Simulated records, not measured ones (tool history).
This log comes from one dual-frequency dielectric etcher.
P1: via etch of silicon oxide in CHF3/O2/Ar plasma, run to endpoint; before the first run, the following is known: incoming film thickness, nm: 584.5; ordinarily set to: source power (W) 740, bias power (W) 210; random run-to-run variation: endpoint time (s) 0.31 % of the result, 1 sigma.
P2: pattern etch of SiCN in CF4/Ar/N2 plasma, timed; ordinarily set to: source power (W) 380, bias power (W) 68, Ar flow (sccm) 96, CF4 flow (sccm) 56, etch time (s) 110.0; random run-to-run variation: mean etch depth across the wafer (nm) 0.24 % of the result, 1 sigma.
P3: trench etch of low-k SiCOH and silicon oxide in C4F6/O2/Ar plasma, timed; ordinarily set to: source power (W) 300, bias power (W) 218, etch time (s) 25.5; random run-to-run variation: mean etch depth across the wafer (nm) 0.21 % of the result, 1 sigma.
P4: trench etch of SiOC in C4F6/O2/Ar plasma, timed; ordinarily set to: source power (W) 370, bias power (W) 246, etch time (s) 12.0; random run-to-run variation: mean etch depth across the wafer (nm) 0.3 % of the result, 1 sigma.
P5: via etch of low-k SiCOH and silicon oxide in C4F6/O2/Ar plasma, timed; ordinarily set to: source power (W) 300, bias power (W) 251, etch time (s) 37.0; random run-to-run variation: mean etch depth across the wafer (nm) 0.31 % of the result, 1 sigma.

run   hour  process that ran  source power (W)  bias power (W)  etch time (s)  Ar flow (sccm)  CF4 flow (sccm)  endpoint time (s)  mean etch depth across the wafer (nm)
  1    4.5                P1               740             210                                                             252.71
  2    8.3                P4               370             246           16.5                                                                                     36.181
  3   11.9                P2               380              68          110.0              96               56                                                    76.976
  4   16.6                P1               740             210                                                             252.50
  5   19.0                P5               300             251           37.0                                                                                     94.813
  6   21.7                P5               300             251           53.0                                                                                    135.280
  7   26.4                P3               300             218           25.5                                                                                     71.619
  8   29.9                P2               380              41          110.0              96               56                                                    64.920
  9   33.2                P1               740             210                                                             251.77
 10   37.9                P1               740             210                                                             253.25
 11   40.4                P2               510              68          110.0              96               56                                                    99.993
 12   43.0                P1               740             279                                                             228.66
 13   47.5                P3               410             218           25.5                                                                                     80.866
 14   50.7                P3               300             218           25.5                                                                                     71.553
 15   55.1                P4               370             246           12.0                                                                                     26.163
 16   57.9                P4               370             323           12.0                                                                                     28.811
 17   60.4                P5               300             251           37.0                                                                                     94.335
 18   63.3                P1               740             210                                                             251.66
 19   66.1                P2               380              68          110.0              96               56                                                    76.992
 20   69.3                P4               490             246           12.0                                                                                     29.074
 21   71.9                P2               380              68          110.0             132               56                                                    73.181
 22   75.6                P3               300             275           25.5                                                                                     77.727
 23   79.7                P5               170             251           37.0                                                                                     76.282
 24   83.3                P2               380              68          143.0              96               56                                                   100.460
 25   85.7                P5               300             197           37.0                                                                                     86.998
 26   89.2                P2               380              68          110.0              96               44                                                    74.511
 27   94.3                P1               520             262                                                             267.98
 28   99.3                P1               890             210                                                             236.34
 29  104.0                P3               300             218           32.5                                                                                     91.586
 30  107.4                P1               740             158                                                             276.92
 31  111.9                P1               520             210                                                             290.20
 32  114.9                P1               740             210                                                             252.84
 33  119.1                P1               740             210                                                             250.52
 34  123.5                P1               740             210                                                             249.63
 35  128.3                P1               740             210                                                             249.87
     129.5  -- wet clean of the chamber
 36  131.1                P1               740             210                                                             249.53
 37  135.2                P1               740             210                                                             249.15
 38  137.9                P1               740             210                                                             248.15
 39  142.5                P1               740             210                                                             249.25
 40  146.6                P1               740             210                                                             249.41
 41  150.7                P1               740             210                                                             248.68
 42  154.7                P1               740             210                                                             249.58

The log shows P1 creeping away from where it was. Any of the 2 causes listed here, at the size stated for it, fits the log just as well as the others:
A: bias power that arrives over what is set, % = 4.57
B: source power that arrives over what is set, % = 4.11
The gradual shift began around hour 114.9.
What rules out each remaining cause:
chamber walls in a state that raises the etch rate, %: serviced at hour 129.5, after the change had begun; the process did not return to its earlier output

The check runs listed below each take one wafer, and their results are still question marks. Under which run would the listed causes lead to clearly different results?
check 1  158.7                P4               370             246           14.5                                                                                          ?
check 2  158.7                P5               250             251           45.5                                                                                          ?
check 3  158.7                P3               380             218           25.5                                                                                          ?
check 4  158.7                P2               380              43          110.0              96               56                                                         ?

What every check run would give for each of its results, assuming each possible cause in turn:
  check                                 result     if A     if B
check 1  mean etch depth across the wafer (nm)   32.145   32.151
check 2  mean etch depth across the wafer (nm)  110.410  110.370
check 3  mean etch depth across the wafer (nm)   79.649   79.704
check 4  mean etch depth across the wafer (nm)   66.918   68.354
Separation of the two closest causes in each check, using whichever result separates them best: check 1 0.02 %; check 2 0.04 %; check 3 0.07 %; check 4 2.12 %
Check 4 distinguishes between the causes, while the remaining checks would return nearly the same result for all of them.

Check 4 has now been run. It gave: mean etch depth across the wafer (nm) 67.109. Which of the candidate causes is it?

Of the candidate causes, it is A: bias power that arrives over what is set, %.

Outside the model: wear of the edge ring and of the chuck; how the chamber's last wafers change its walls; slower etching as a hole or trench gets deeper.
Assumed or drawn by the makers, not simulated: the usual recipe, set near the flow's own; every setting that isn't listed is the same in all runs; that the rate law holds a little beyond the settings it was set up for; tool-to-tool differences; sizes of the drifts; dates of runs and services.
